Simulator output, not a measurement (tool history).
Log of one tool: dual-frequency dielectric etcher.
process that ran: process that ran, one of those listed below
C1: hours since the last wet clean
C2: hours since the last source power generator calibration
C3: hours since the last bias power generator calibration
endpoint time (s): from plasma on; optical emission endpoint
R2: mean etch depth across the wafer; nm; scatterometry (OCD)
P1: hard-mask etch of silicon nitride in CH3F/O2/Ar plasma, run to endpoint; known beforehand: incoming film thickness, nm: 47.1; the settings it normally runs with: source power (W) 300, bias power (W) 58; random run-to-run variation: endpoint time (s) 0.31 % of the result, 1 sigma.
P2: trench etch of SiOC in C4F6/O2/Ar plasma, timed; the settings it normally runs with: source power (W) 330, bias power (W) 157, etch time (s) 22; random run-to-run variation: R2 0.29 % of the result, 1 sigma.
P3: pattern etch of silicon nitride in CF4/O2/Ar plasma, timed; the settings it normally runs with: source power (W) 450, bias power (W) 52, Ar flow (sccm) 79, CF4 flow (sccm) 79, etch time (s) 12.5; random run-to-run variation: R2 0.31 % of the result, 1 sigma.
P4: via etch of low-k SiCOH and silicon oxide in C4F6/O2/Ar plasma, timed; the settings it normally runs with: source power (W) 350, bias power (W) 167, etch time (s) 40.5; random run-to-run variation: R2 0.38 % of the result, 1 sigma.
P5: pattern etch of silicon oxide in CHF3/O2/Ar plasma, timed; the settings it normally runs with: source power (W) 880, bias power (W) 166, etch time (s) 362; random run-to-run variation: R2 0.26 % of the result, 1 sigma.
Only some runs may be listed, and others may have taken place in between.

{"run": 1, "hour": 11.8, "process that ran": "P1", "source power (W)": 300, "bias power (W)": 58, "C1": 283, "C2": 1166.8, "C3": 1512.2, "endpoint time (s)": 83.35}
{"run": 2, "hour": 23.8, "process that ran": "P4", "source power (W)": 470, "bias power (W)": 167, "etch time (s)": 40.5, "C1": 295, "C2": 1178.8, "C3": 1524.2, "R2": 113.19}
{"run": 3, "hour": 31.2, "process that ran": "P2", "source power (W)": 330, "bias power (W)": 124, "etch time (s)": 22, "C1": 302.4, "C2": 1186.2, "C3": 1531.6, "R2": 37.567}
{"run": 4, "hour": 42.4, "process that ran": "P1", "source power (W)": 300, "bias power (W)": 45, "C1": 313.6, "C2": 1197.4, "C3": 1542.8, "endpoint time (s)": 91.204}
{"hour": 52.3, "done": "source power generator calibrated"}
{"run": 5, "hour": 56.8, "process that ran": "P4", "source power (W)": 350, "bias power (W)": 167, "etch time (s)": 40.5, "C1": 328, "C2": 4.6, "C3": 1557.2, "R2": 100.74}
{"run": 6, "hour": 68.1, "process that ran": "P5", "source power (W)": 880, "bias power (W)": 166, "etch time (s)": 199, "C1": 339.3, "C2": 15.9, "C3": 1568.5, "R2": 438.34}
{"run": 7, "hour": 79.9, "process that ran": "P1", "source power (W)": 200, "bias power (W)": 37, "C1": 351.1, "C2": 27.7, "C3": 1580.3, "endpoint time (s)": 112.83}
{"run": 8, "hour": 88.8, "process that ran": "P2", "source power (W)": 200, "bias power (W)": 157, "etch time (s)": 22, "C1": 360, "C2": 36.6, "C3": 1589.2, "R2": 33.291}
{"run": 9, "hour": 103.1, "process that ran": "P1", "source power (W)": 300, "bias power (W)": 58, "C1": 374.3, "C2": 50.9, "C3": 1603.5, "endpoint time (s)": 83.479}
{"run": 10, "hour": 116.1, "process that ran": "P1", "source power (W)": 300, "bias power (W)": 58, "C1": 387.3, "C2": 63.9, "C3": 1616.5, "endpoint time (s)": 83.368}
{"run": 11, "hour": 129.7, "process that ran": "P5", "source power (W)": 880, "bias power (W)": 166, "etch time (s)": 362, "C1": 400.9, "C2": 77.5, "C3": 1630.1, "R2": 795.99}
{"run": 12, "hour": 143.2, "process that ran": "P3", "source power (W)": 450, "bias power (W)": 52, "etch time (s)": 12.5, "Ar flow (sccm)": 79, "CF4 flow (sccm)": 63, "C1": 414.4, "C2": 91, "C3": 1643.6, "R2": 21.239}
{"run": 13, "hour": 149.7, "process that ran": "P1", "source power (W)": 240, "bias power (W)": 58, "C1": 420.9, "C2": 97.5, "C3": 1650.1, "endpoint time (s)": 90.935}
{"run": 14, "hour": 162.5, "process that ran": "P5", "source power (W)": 880, "bias power (W)": 212, "etch time (s)": 362, "C1": 433.7, "C2": 110.3, "C3": 1662.9, "R2": 863.81}
{"run": 15, "hour": 170.3, "process that ran": "P3", "source power (W)": 450, "bias power (W)": 32, "etch time (s)": 12.5, "Ar flow (sccm)": 79, "CF4 flow (sccm)": 79, "C1": 441.5, "C2": 118.1, "C3": 1670.7, "R2": 18.517}
{"run": 16, "hour": 178.0, "process that ran": "P1", "source power (W)": 190, "bias power (W)": 44, "C1": 449.2, "C2": 125.8, "C3": 1678.4, "endpoint time (s)": 109.19}
{"run": 17, "hour": 191.2, "process that ran": "P2", "source power (W)": 330, "bias power (W)": 157, "etch time (s)": 22, "C1": 462.4, "C2": 139, "C3": 1691.6, "R2": 40.305}
{"run": 18, "hour": 197.8, "process that ran": "P3", "source power (W)": 550, "bias power (W)": 52, "etch time (s)": 12.5, "Ar flow (sccm)": 79, "CF4 flow (sccm)": 79, "C1": 469, "C2": 145.6, "C3": 1698.2, "R2": 26.099}
{"run": 19, "hour": 210.8, "process that ran": "P3", "source power (W)": 450, "bias power (W)": 52, "etch time (s)": 17, "Ar flow (sccm)": 79, "CF4 flow (sccm)": 79, "C1": 482, "C2": 158.6, "C3": 1711.2, "R2": 29.989}
{"run": 20, "hour": 219.3, "process that ran": "P1", "source power (W)": 370, "bias power (W)": 38, "C1": 490.5, "C2": 167.1, "C3": 1719.7, "endpoint time (s)": 87.741}
{"run": 21, "hour": 228.6, "process that ran": "P4", "source power (W)": 350, "bias power (W)": 121, "etch time (s)": 40.5, "C1": 499.8, "C2": 176.4, "C3": 1729, "R2": 91.553}
{"run": 22, "hour": 239.2, "process that ran": "P1", "source power (W)": 300, "bias power (W)": 81, "C1": 510.4, "C2": 187, "C3": 1739.6, "endpoint time (s)": 73.739}
{"run": 23, "hour": 251.5, "process that ran": "P2", "source power (W)": 330, "bias power (W)": 157, "etch time (s)": 31.5, "C1": 522.7, "C2": 199.3, "C3": 1751.9, "R2": 57.753}
{"run": 24, "hour": 265.8, "process that ran": "P1", "source power (W)": 300, "bias power (W)": 58, "C1": 537, "C2": 213.6, "C3": 1766.2, "endpoint time (s)": 84.05}
{"run": 25, "hour": 274.7, "process that ran": "P3", "source power (W)": 450, "bias power (W)": 52, "etch time (s)": 12.5, "Ar flow (sccm)": 79, "CF4 flow (sccm)": 79, "C1": 545.9, "C2": 222.5, "C3": 1775.1, "R2": 21.949}
{"run": 26, "hour": 284.5, "process that ran": "P1", "source power (W)": 300, "bias power (W)": 58, "C1": 555.7, "C2": 232.3, "C3": 1784.9, "endpoint time (s)": 83.663}
{"run": 27, "hour": 293.5, "process that ran": "P4", "source power (W)": 350, "bias power (W)": 167, "etch time (s)": 23, "C1": 564.7, "C2": 241.3, "C3": 1793.9, "R2": 57.668}
{"run": 28, "hour": 300.3, "process that ran": "P3", "source power (W)": 450, "bias power (W)": 52, "etch time (s)": 12.5, "Ar flow (sccm)": 62, "CF4 flow (sccm)": 79, "C1": 571.5, "C2": 248.1, "C3": 1800.7, "R2": 22.423}
{"run": 29, "hour": 311.3, "process that ran": "P1", "source power (W)": 360, "bias power (W)": 58, "C1": 582.5, "C2": 259.1, "C3": 1811.7, "endpoint time (s)": 77.714}
{"run": 30, "hour": 321.0, "process that ran": "P5", "source power (W)": 1200, "bias power (W)": 166, "etch time (s)": 362, "C1": 592.2, "C2": 268.8, "C3": 1821.4, "R2": 897.81}
{"run": 31, "hour": 330.3, "process that ran": "P1", "source power (W)": 300, "bias power (W)": 58, "C1": 601.5, "C2": 278.1, "C3": 1830.7, "endpoint time (s)": 82.917}
{"run": 32, "hour": 339.8, "process that ran": "P1", "source power (W)": 300, "bias power (W)": 58, "C1": 611, "C2": 287.6, "C3": 1840.2, "endpoint time (s)": 83.662}
{"run": 33, "hour": 354.4, "process that ran": "P1", "source power (W)": 300, "bias power (W)": 58, "C1": 625.6, "C2": 302.2, "C3": 1854.8, "endpoint time (s)": 84.327}
{"run": 34, "hour": 364.6, "process that ran": "P1", "source power (W)": 300, "bias power (W)": 58, "C1": 635.8, "C2": 312.4, "C3": 1865, "endpoint time (s)": 84.097}
{"run": 35, "hour": 372.1, "process that ran": "P1", "source power (W)": 300, "bias power (W)": 58, "C1": 643.3, "C2": 319.9, "C3": 1872.5, "endpoint time (s)": 84.82}
{"hour": 373.8, "done": "wet clean of the chamber"}
{"run": 36, "hour": 384.7, "process that ran": "P1", "source power (W)": 300, "bias power (W)": 58, "C1": 11, "C2": 332.5, "C3": 1885.1, "endpoint time (s)": 84.686}
{"run": 37, "hour": 395.9, "process that ran": "P1", "source power (W)": 300, "bias power (W)": 58, "C1": 22.2, "C2": 343.7, "C3": 1896.3, "endpoint time (s)": 84.489}

Something has made what P1 gives creep away from where it was; the 2 causes below, each at its own stated size, fit the log equally well:
A: source power that arrives under what is set, % = 3.96
B: bias power that arrives under what is set, % = 4.55
Creep in the process output first set in at about hour 330.3.
What rules out each remaining cause:
chamber walls in a state that lowers the etch rate, %: maintenance at hour 373.8, after the shift began, did not return the process to its former output

The 4 check runs listed below each average the results of 2 wafers, and their outcomes are marked with question marks. Under which run would the listed causes produce clearly different results?
{"run": "check 1", "hour": 407.1, "process that ran": "P4", "source power (W)": 450, "bias power (W)": 167, "etch time (s)": 40.5, "R2": "?"}
{"run": "check 2", "hour": 407.1, "process that ran": "P3", "source power (W)": 540, "bias power (W)": 33, "etch time (s)": 12.5, "Ar flow (sccm)": 79, "CF4 flow (sccm)": 79, "R2": "?"}
{"run": "check 3", "hour": 407.1, "process that ran": "P5", "source power (W)": 880, "bias power (W)": 201, "etch time (s)": 199, "R2": "?"}
{"run": "check 4", "hour": 407.1, "process that ran": "P2", "source power (W)": 210, "bias power (W)": 157, "etch time (s)": 31, "R2": "?"}

Check results expected under each cause:
check=check_1 result=R2 if_A=109.64 if_B=109.82
check=check_2 result=R2 if_A=21.11 if_B=21.539
check=check_3 result=R2 if_A=459.08 if_B=459.07
check=check_4 result=R2 if_A=46.911 if_B=46.943
Smallest distance between any two causes, each pair judged by its most separating result, in per cent: check 1 0.16 %; check 2 2.01 %; check 3 0 %; check 4 0.07 %
Check 2 distinguishes between the causes, while the remaining checks would return nearly the same result for all of them.

Check 2 was carried out, with these results: R2 21.14 nm. Which of the listed causes is responsible?

The correct cause is A, namely: source power that arrives under what is set, %.
